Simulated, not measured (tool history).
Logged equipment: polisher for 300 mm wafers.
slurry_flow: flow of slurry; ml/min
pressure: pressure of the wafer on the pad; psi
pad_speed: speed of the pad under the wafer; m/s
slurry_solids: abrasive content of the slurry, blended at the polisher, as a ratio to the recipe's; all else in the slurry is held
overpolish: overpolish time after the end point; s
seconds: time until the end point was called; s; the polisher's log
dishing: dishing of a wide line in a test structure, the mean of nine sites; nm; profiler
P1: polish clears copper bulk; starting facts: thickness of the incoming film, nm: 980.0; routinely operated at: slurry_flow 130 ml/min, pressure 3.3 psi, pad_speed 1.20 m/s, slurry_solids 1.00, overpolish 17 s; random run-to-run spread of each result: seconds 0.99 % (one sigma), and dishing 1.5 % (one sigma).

{"run": 1, "day": 0.483, "slurry_flow": 130, "pressure": 3.3, "pad_speed": 1.2, "slurry_solids": 1.0, "overpolish": 17, "seconds": 64.001, "dishing": 119.55}
{"run": 2, "day": 0.829, "slurry_flow": 130, "pressure": 3.3, "pad_speed": 1.2, "slurry_solids": 1.0, "overpolish": 29, "seconds": 63.679, "dishing": 144.81}
{"run": 3, "day": 1.35, "slurry_flow": 130, "pressure": 3.3, "pad_speed": 1.2, "slurry_solids": 1.0, "overpolish": 17, "seconds": 63.851, "dishing": 116.86}
{"run": 4, "day": 1.817, "slurry_flow": 200, "pressure": 3.3, "pad_speed": 1.2, "slurry_solids": 1.0, "overpolish": 17, "seconds": 59.602, "dishing": 121.39}
{"run": 5, "day": 2.212, "slurry_flow": 80, "pressure": 3.3, "pad_speed": 0.64, "slurry_solids": 1.0, "overpolish": 17, "seconds": 136.08, "dishing": 74.629}
{"run": 6, "day": 2.508, "slurry_flow": 130, "pressure": 3.3, "pad_speed": 1.2, "slurry_solids": 1.0, "overpolish": 17, "seconds": 63.511, "dishing": 121.7}
{"run": 7, "day": 2.842, "slurry_flow": 130, "pressure": 3.3, "pad_speed": 0.86, "slurry_solids": 1.0, "overpolish": 17, "seconds": 88.993, "dishing": 95.934}
{"run": 8, "day": 3.096, "slurry_flow": 130, "pressure": 3.3, "pad_speed": 1.82, "slurry_solids": 1.0, "overpolish": 17, "seconds": 42.301, "dishing": 141.16}
{"run": 9, "day": 3.621, "slurry_flow": 130, "pressure": 1.6, "pad_speed": 1.2, "slurry_solids": 1.0, "overpolish": 17, "seconds": 131.38, "dishing": 68.536}
{"day": 4.129, "done": "slurry nozzle cleaned"}
{"run": 10, "day": 4.138, "slurry_flow": 85, "pressure": 3.3, "pad_speed": 1.2, "slurry_solids": 1.0, "overpolish": 17, "seconds": 71.766, "dishing": 112.05}
{"run": 11, "day": 4.429, "slurry_flow": 130, "pressure": 4.7, "pad_speed": 1.2, "slurry_solids": 1.0, "overpolish": 17, "seconds": 43.943, "dishing": 149.49}
{"run": 12, "day": 4.742, "slurry_flow": 130, "pressure": 3.3, "pad_speed": 1.2, "slurry_solids": 1.0, "overpolish": 17, "seconds": 64.409, "dishing": 119.32}
{"run": 13, "day": 5.175, "slurry_flow": 130, "pressure": 3.3, "pad_speed": 1.2, "slurry_solids": 0.55, "overpolish": 17, "seconds": 71.335, "dishing": 111.83}
{"run": 14, "day": 5.642, "slurry_flow": 130, "pressure": 3.3, "pad_speed": 1.2, "slurry_solids": 1.0, "overpolish": 17, "seconds": 64.081, "dishing": 117.65}
{"run": 15, "day": 6.046, "slurry_flow": 130, "pressure": 3.3, "pad_speed": 1.2, "slurry_solids": 1.0, "overpolish": 5, "seconds": 63.166, "dishing": 51.774}
{"run": 16, "day": 6.342, "slurry_flow": 130, "pressure": 4.2, "pad_speed": 1.2, "slurry_solids": 0.55, "overpolish": 17, "seconds": 56.87, "dishing": 133.32}
{"run": 17, "day": 6.75, "slurry_flow": 130, "pressure": 3.3, "pad_speed": 1.2, "slurry_solids": 1.5, "overpolish": 17, "seconds": 58.274, "dishing": 123.97}
{"run": 18, "day": 7.2, "slurry_flow": 130, "pressure": 3.3, "pad_speed": 1.2, "slurry_solids": 1.0, "overpolish": 17, "seconds": 64.446, "dishing": 120.2}
{"run": 19, "day": 7.696, "slurry_flow": 130, "pressure": 3.3, "pad_speed": 1.2, "slurry_solids": 1.0, "overpolish": 17, "seconds": 66.559, "dishing": 120.03}

For run 20, what comes out?
{"run": 20, "day": 8.071, "slurry_flow": 130, "pressure": 3.3, "pad_speed": 1.2, "slurry_solids": 1.0, "overpolish": 17, "seconds": "?", "dishing": "?"}

seconds: 68.485 s
dishing: 113.810 nm
